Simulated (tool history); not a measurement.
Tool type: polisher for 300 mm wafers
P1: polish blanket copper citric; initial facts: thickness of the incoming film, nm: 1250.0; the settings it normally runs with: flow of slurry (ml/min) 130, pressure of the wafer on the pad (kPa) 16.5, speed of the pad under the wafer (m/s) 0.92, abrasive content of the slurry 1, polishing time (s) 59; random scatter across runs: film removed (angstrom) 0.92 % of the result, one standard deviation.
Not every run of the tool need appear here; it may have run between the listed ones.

run	day	flow of slurry (ml/min)	pressure of the wafer on the pad (kPa)	speed of the pad under the wafer (m/s)	abrasive content of the slurry	polishing time (s)	wafers polished on this pad	hours since the slurry nozzle was cleaned	hours since the head pressure was calibrated	hours since the slurry blender was calibrated	film removed (angstrom)
1	0.321	130	16.5	0.92	1	59	547	255.7	134.7	66.3	887.64
2	0.758	130	16.5	1.4	1	59	697	266.2	145.2	76.8	1373.8
3	0.992	130	16.5	0.92	1	93	777	271.8	150.8	82.4	1395.1
4	1.292	195	16.5	0.92	1	59	879	279	158	89.6	950.8
5	1.567	130	16.5	0.92	1	59	973	285.6	164.6	96.2	888.15
6	1.892	85	16.5	0.92	1	59	1084	293.4	172.4	104	797.63
7	2.304	130	16.5	0.5	1	59	1226	303.3	182.3	113.9	493.23
# day 2.617: worn pad replaced by a new one
8	2.617	130	16.5	0.92	1	34	1	310.8	189.8	121.4	513.4
9	2.812	130	16.5	0.92	1.4	59	68	315.5	194.5	126.1	978.64
10	3.175	130	16.5	0.92	1	59	192	324.2	203.2	134.8	889.73
11	3.596	130	22.1	1.4	1	59	336	334.3	213.3	144.9	1791.2
12	4.029	130	8.3	0.92	1	59	484	344.7	223.7	155.3	461.88
13	4.396	130	16.5	0.92	1	59	609	353.5	232.5	164.1	900.22
14	4.704	130	16.5	0.92	0.5	59	715	360.9	239.9	171.5	783.61
15	4.967	130	16.5	0.92	1	59	804	367.2	246.2	177.8	887.39
16	5.362	130	24.8	0.92	1	59	940	376.7	255.7	187.3	1334.7
17	5.783	130	16.5	0.92	1	59	1084	386.8	265.8	197.4	899.46
18	5.996	130	16.5	0.92	1	59	1156	391.9	270.9	202.5	890.22
19	6.367	130	16.5	0.92	1	59	1283	400.8	279.8	211.4	857.56
20	6.796	130	16.5	0.92	1	59	1430	411.1	290.1	221.7	842.28
21	6.988	130	16.5	0.92	1	59	1496	415.7	294.7	226.3	825.31
22	7.221	130	16.5	0.92	1	59	1575	421.3	300.3	231.9	825.03
# day 7.429: slurry blender recalibrated
23	7.571	130	16.5	0.92	1	59	1695	429.7	308.7	3.5	829.47
24	7.875	130	16.5	0.92	1	59	1799	437	316	10.8	810.88
25	8.142	130	16.5	0.92	1	59	1890	443.4	322.4	17.2	819.08
# day 8.158: worn pad replaced by a new one
26	8.512	130	16.5	0.92	1	59	121	452.3	331.3	26.1	816.56
27	8.717	130	16.5	0.92	1	59	191	457.2	336.2	31	814.17
28	9.008	130	16.5	0.92	1	59	291	464.2	343.2	38	800.84

Compared with where it was, what P1 gives has crept away. Each cause listed below fits the log as well as the rest, at the size given for it:
A: head's pressure below its setpoint, % = 9.71
B: slurry flow missing at the pad, % = 33.7
At approximately day 5.783, the process output began to creep.
The rest of the possible causes, and what rules out each one:
removal rate lost through wear of the pad, %: was serviced at day 8.158, once the creep was under way, yet the earlier output never came back
abrasive missing from the slurry, %: was serviced at day 7.429, once the creep was under way, yet the earlier output never came back

4 check runs are offered, each on 5 wafers whose results are averaged, their results left as question marks. Which one tells the causes apart?
check 1	9.3	130	22.8	0.92	0.75	59					?
check 2	9.3	195	16.5	0.92	1	82					?
check 3	9.3	130	16.5	0.52	0.55	59					?
check 4	9.3	130	16.5	0.92	1	36					?

If the cause were each of the candidates in turn, the checks would give the following:
check	result	if A	if B
check 1	film removed (angstrom)	1038.3	1039.2
check 2	film removed (angstrom)	1204.3	1241.4
check 3	film removed (angstrom)	415.86	414.8
check 4	film removed (angstrom)	494.33	494.31
How far apart the two closest causes lie, in the result that separates them most: check 1 0.09 %; check 2 3.03 %; check 3 0.26 %; check 4 0 %
The other checks would show nearly matching results whichever cause is true, so check 2 is the only one that separates the causes.

After running check 2, the following was obtained: film removed (angstrom) 1243.1. Which cause does this point to?

B is the cause: slurry flow missing at the pad, %.

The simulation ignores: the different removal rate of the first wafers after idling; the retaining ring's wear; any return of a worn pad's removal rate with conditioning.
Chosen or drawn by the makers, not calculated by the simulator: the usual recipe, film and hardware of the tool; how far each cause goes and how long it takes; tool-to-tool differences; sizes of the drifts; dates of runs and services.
